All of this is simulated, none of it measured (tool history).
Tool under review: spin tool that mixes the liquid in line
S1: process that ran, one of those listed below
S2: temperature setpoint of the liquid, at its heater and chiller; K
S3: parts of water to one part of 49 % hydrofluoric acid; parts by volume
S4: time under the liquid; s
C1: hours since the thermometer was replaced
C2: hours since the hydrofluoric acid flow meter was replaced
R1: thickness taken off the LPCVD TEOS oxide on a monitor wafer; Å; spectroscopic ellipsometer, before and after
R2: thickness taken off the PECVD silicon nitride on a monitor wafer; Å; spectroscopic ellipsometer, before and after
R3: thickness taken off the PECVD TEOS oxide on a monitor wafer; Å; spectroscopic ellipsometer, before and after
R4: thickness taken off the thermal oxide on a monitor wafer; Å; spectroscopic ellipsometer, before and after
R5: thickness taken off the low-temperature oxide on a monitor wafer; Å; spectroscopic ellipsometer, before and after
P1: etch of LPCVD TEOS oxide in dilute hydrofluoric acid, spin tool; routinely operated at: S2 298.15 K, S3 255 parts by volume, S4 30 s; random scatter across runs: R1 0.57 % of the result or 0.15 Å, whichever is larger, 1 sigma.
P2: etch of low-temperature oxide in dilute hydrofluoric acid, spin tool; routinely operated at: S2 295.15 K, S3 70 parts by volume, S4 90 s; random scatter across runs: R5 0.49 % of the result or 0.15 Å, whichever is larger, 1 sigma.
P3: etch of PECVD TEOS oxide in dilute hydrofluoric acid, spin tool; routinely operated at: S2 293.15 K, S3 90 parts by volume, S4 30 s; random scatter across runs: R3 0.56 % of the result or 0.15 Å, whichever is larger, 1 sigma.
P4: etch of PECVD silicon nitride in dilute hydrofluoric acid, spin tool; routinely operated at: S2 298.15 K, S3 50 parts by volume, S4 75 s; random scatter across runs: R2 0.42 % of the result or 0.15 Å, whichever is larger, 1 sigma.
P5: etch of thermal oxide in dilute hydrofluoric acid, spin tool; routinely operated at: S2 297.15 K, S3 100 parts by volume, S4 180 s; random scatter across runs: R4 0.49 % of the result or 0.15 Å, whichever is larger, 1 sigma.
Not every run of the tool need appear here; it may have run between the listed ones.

{"run": 1, "hour": 8.7, "S1": "P1", "S2": 298.15, "S3": 255, "S4": 30, "C1": 1569.4, "C2": 579, "R1": 49.491}
{"run": 2, "hour": 12.8, "S1": "P1", "S2": 298.15, "S3": 255, "S4": 30, "C1": 1573.5, "C2": 583.1, "R1": 48.834}
{"run": 3, "hour": 20.4, "S1": "P4", "S2": 298.15, "S3": 50, "S4": 75, "C1": 1581.1, "C2": 590.7, "R2": 79.204}
{"run": 4, "hour": 28.4, "S1": "P3", "S2": 290.15, "S3": 90, "S4": 30, "C1": 1589.1, "C2": 598.7, "R3": 70.251}
{"run": 5, "hour": 32.8, "S1": "P5", "S2": 297.15, "S3": 180, "S4": 180, "C1": 1593.5, "C2": 603.1, "R4": 41.453}
{"run": 6, "hour": 42.0, "S1": "P4", "S2": 298.15, "S3": 20, "S4": 75, "C1": 1602.7, "C2": 612.3, "R2": 192.14}
{"run": 7, "hour": 48.6, "S1": "P1", "S2": 298.15, "S3": 255, "S4": 30, "C1": 1609.3, "C2": 618.9, "R1": 48.604}
{"run": 8, "hour": 55.3, "S1": "P4", "S2": 298.15, "S3": 50, "S4": 15, "C1": 1616, "C2": 625.6, "R2": 15.499}
{"run": 9, "hour": 61.7, "S1": "P5", "S2": 297.15, "S3": 100, "S4": 360, "C1": 1622.4, "C2": 632, "R4": 163.15}
{"run": 10, "hour": 70.9, "S1": "P1", "S2": 298.15, "S3": 255, "S4": 30, "C1": 1631.6, "C2": 641.2, "R1": 49.343}
{"run": 11, "hour": 77.7, "S1": "P1", "S2": 298.15, "S3": 255, "S4": 30, "C1": 1638.4, "C2": 648, "R1": 49.117}
{"run": 12, "hour": 83.4, "S1": "P4", "S2": 306.15, "S3": 50, "S4": 75, "C1": 1644.1, "C2": 653.7, "R2": 133.13}
{"run": 13, "hour": 88.4, "S1": "P1", "S2": 304.15, "S3": 255, "S4": 30, "C1": 1649.1, "C2": 658.7, "R1": 59.088}
{"run": 14, "hour": 96.7, "S1": "P2", "S2": 303.65, "S3": 70, "S4": 90, "C1": 1657.4, "C2": 667, "R5": 189.17}
{"run": 15, "hour": 100.9, "S1": "P3", "S2": 293.15, "S3": 145, "S4": 30, "C1": 1661.6, "C2": 671.2, "R3": 47.101}
{"run": 16, "hour": 110.0, "S1": "P4", "S2": 298.15, "S3": 50, "S4": 75, "C1": 1670.7, "C2": 680.3, "R2": 79.099}
{"run": 17, "hour": 114.7, "S1": "P1", "S2": 298.15, "S3": 255, "S4": 15, "C1": 1675.4, "C2": 685, "R1": 24.44}
{"run": 18, "hour": 119.7, "S1": "P2", "S2": 295.15, "S3": 110, "S4": 90, "C1": 1680.4, "C2": 690, "R5": 81.517}
{"run": 19, "hour": 123.7, "S1": "P3", "S2": 293.15, "S3": 90, "S4": 50, "C1": 1684.4, "C2": 694, "R3": 133.02}
{"run": 20, "hour": 131.9, "S1": "P1", "S2": 298.15, "S3": 50, "S4": 30, "C1": 1692.6, "C2": 702.2, "R1": 318}
{"run": 21, "hour": 140.3, "S1": "P5", "S2": 297.15, "S3": 100, "S4": 180, "C1": 1701, "C2": 710.6, "R4": 81.854}
{"run": 22, "hour": 149.4, "S1": "P5", "S2": 304.15, "S3": 100, "S4": 180, "C1": 1710.1, "C2": 719.7, "R4": 108.03}
{"run": 23, "hour": 154.9, "S1": "P2", "S2": 295.15, "S3": 70, "S4": 15, "C1": 1715.6, "C2": 725.2, "R5": 21.91}
{"run": 24, "hour": 162.0, "S1": "P1", "S2": 298.15, "S3": 350, "S4": 30, "C1": 1722.7, "C2": 732.3, "R1": 32.407}
{"run": 25, "hour": 169.4, "S1": "P5", "S2": 297.15, "S3": 100, "S4": 180, "C1": 1730.1, "C2": 739.7, "R4": 82.741}

Run 26 comes next. What will it give?
{"run": 26, "hour": 173.7, "S1": "P1", "S2": 293.15, "S3": 170, "S4": 30, "C1": 1734.4, "C2": 744, "R1": "?"}

{"run 26": {"R1": 65.855}}
